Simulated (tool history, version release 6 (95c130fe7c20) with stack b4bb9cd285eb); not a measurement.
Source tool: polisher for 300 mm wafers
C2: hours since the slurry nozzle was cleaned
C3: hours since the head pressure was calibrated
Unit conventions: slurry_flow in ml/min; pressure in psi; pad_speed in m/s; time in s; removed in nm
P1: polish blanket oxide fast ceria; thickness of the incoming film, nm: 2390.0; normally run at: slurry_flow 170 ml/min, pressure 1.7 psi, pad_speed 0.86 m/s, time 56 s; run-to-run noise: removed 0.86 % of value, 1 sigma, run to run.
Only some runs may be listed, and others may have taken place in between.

run 1 hour=3.9 | slurry_flow=170 pressure=1.7 pad_speed=0.86 time=56 | wafers_polished_on_this_pad=520 C2=397.4 C3=229.8 | removed=500.96
run 2 hour=9.9 | slurry_flow=170 pressure=2.1 pad_speed=0.46 time=56 | wafers_polished_on_this_pad=571 C2=403.4 C3=235.8 | removed=326.32
run 3 hour=17.4 | slurry_flow=170 pressure=1.7 pad_speed=0.86 time=56 | wafers_polished_on_this_pad=635 C2=410.9 C3=243.3 | removed=500.85
run 4 hour=22.4 | slurry_flow=115 pressure=1.7 pad_speed=0.86 time=73 | wafers_polished_on_this_pad=677 C2=415.9 C3=248.3 | removed=605.01
run 5 hour=28.5 | slurry_flow=100 pressure=1.7 pad_speed=0.86 time=56 | wafers_polished_on_this_pad=729 C2=422 C3=254.4 | removed=446.35
run 6 hour=33.2 | slurry_flow=170 pressure=1.7 pad_speed=0.86 time=25 | wafers_polished_on_this_pad=768 C2=426.7 C3=259.1 | removed=221.32
run 7 hour=38.2 | slurry_flow=170 pressure=1.7 pad_speed=0.86 time=56 | wafers_polished_on_this_pad=811 C2=431.7 C3=264.1 | removed=503.75
run 8 hour=43.1 | slurry_flow=170 pressure=1.7 pad_speed=0.86 time=83 | wafers_polished_on_this_pad=852 C2=436.6 C3=269 | removed=718.24
run 9 hour=48.9 | slurry_flow=170 pressure=2.5 pad_speed=0.86 time=56 | wafers_polished_on_this_pad=901 C2=442.4 C3=274.8 | removed=720.53
run 10 hour=56 | slurry_flow=170 pressure=1.7 pad_speed=0.44 time=56 | wafers_polished_on_this_pad=961 C2=449.5 C3=281.9 | removed=252.45
run 11 hour=59.7 | slurry_flow=170 pressure=1.7 pad_speed=1.3 time=56 | wafers_polished_on_this_pad=993 C2=453.2 C3=285.6 | removed=748.88
run 12 hour=66 | slurry_flow=270 pressure=1.7 pad_speed=0.86 time=56 | wafers_polished_on_this_pad=1046 C2=459.5 C3=291.9 | removed=524.29
run 13 hour=72.3 | slurry_flow=170 pressure=1.1 pad_speed=0.86 time=56 | wafers_polished_on_this_pad=1099 C2=465.8 C3=298.2 | removed=319.03
run 14 hour=77.8 | slurry_flow=170 pressure=1.7 pad_speed=0.86 time=56 | wafers_polished_on_this_pad=1146 C2=471.3 C3=303.7 | removed=503.12
run 15 hour=81.9 | slurry_flow=125 pressure=1.7 pad_speed=0.64 time=56 | wafers_polished_on_this_pad=1181 C2=475.4 C3=307.8 | removed=356.06
run 16 hour=86.6 | slurry_flow=170 pressure=1.7 pad_speed=0.86 time=56 | wafers_polished_on_this_pad=1220 C2=480.1 C3=312.5 | removed=494.76
run 17 hour=91.2 | slurry_flow=170 pressure=1.7 pad_speed=0.86 time=56 | wafers_polished_on_this_pad=1259 C2=484.7 C3=317.1 | removed=483.98
run 18 hour=98.6 | slurry_flow=170 pressure=1.7 pad_speed=0.86 time=56 | wafers_polished_on_this_pad=1322 C2=492.1 C3=324.5 | removed=471.45
run 19 hour=105.1 | slurry_flow=170 pressure=1.7 pad_speed=0.86 time=56 | wafers_polished_on_this_pad=1377 C2=498.6 C3=331 | removed=472.8
run 20 hour=110.6 | slurry_flow=170 pressure=1.7 pad_speed=0.86 time=56 | wafers_polished_on_this_pad=1424 C2=504.1 C3=336.5 | removed=459.81
run 21 hour=114.1 | slurry_flow=170 pressure=1.7 pad_speed=0.86 time=56 | wafers_polished_on_this_pad=1453 C2=507.6 C3=340 | removed=458.31
run 22 hour=121 | slurry_flow=170 pressure=1.7 pad_speed=0.86 time=56 | wafers_polished_on_this_pad=1512 C2=514.5 C3=346.9 | removed=462.25
-- hour=127.5 head pressure recalibrated
run 23 hour=127.5 | slurry_flow=170 pressure=1.7 pad_speed=0.86 time=56 | wafers_polished_on_this_pad=1567 C2=521 C3=0.1 | removed=452.68
run 24 hour=132.7 | slurry_flow=170 pressure=1.7 pad_speed=0.86 time=56 | wafers_polished_on_this_pad=1611 C2=526.2 C3=5.3 | removed=457.05
run 25 hour=137.6 | slurry_flow=170 pressure=1.7 pad_speed=0.86 time=56 | wafers_polished_on_this_pad=1652 C2=531.1 C3=10.2 | removed=455.46
run 26 hour=142.3 | slurry_flow=170 pressure=1.7 pad_speed=0.86 time=56 | wafers_polished_on_this_pad=1692 C2=535.8 C3=14.9 | removed=459.89

Something has made what P1 gives creep away from where it was; the 2 causes below, each at its own stated size, fit the log equally well:
A: removal rate lost through wear of the pad, % = 8.3
B: slurry flow missing at the pad, % = 36.4
At approximately hour 86.6, the process output began to creep.
Why every other cause is out:
head's pressure below its setpoint, %: work on it at hour 127.5, done after the drift set in, did not restore what the process gave before

Consider the 4 check runs below, whose results appear as question marks and each of which averages 2 wafers. Which one distinguishes the causes, in that each cause would give it a clearly different result?
run check 1 hour=147 | slurry_flow=170 pressure=1.2 pad_speed=0.86 time=31 | removed=?
run check 2 hour=147 | slurry_flow=100 pressure=1.7 pad_speed=0.86 time=27 | removed=?
run check 3 hour=147 | slurry_flow=170 pressure=1.7 pad_speed=0.54 time=28 | removed=?
run check 4 hour=147 | slurry_flow=170 pressure=1.1 pad_speed=0.86 time=56 | removed=?

What every check run would give for each of its results, assuming each possible cause in turn:
check=check_1 result=removed if_A=177.56 if_B=177.56
check=check_2 result=removed if_A=197.15 if_B=187.24
check=check_3 result=removed if_A=142.66 if_B=142.66
check=check_4 result=removed if_A=294.02 if_B=294.02
Separation of the two closest causes in each check, using whichever result separates them best: check 1 0 %; check 2 5.15 %; check 3 0 %; check 4 0 %
Of the check runs offered, only check 2 discriminates between the causes; the rest would read about the same regardless of which cause applies.

Check 2 was carried out, with these results: removed 186.04 nm. Which of the listed causes is responsible?

The correct cause is B, namely: slurry flow missing at the pad, %.
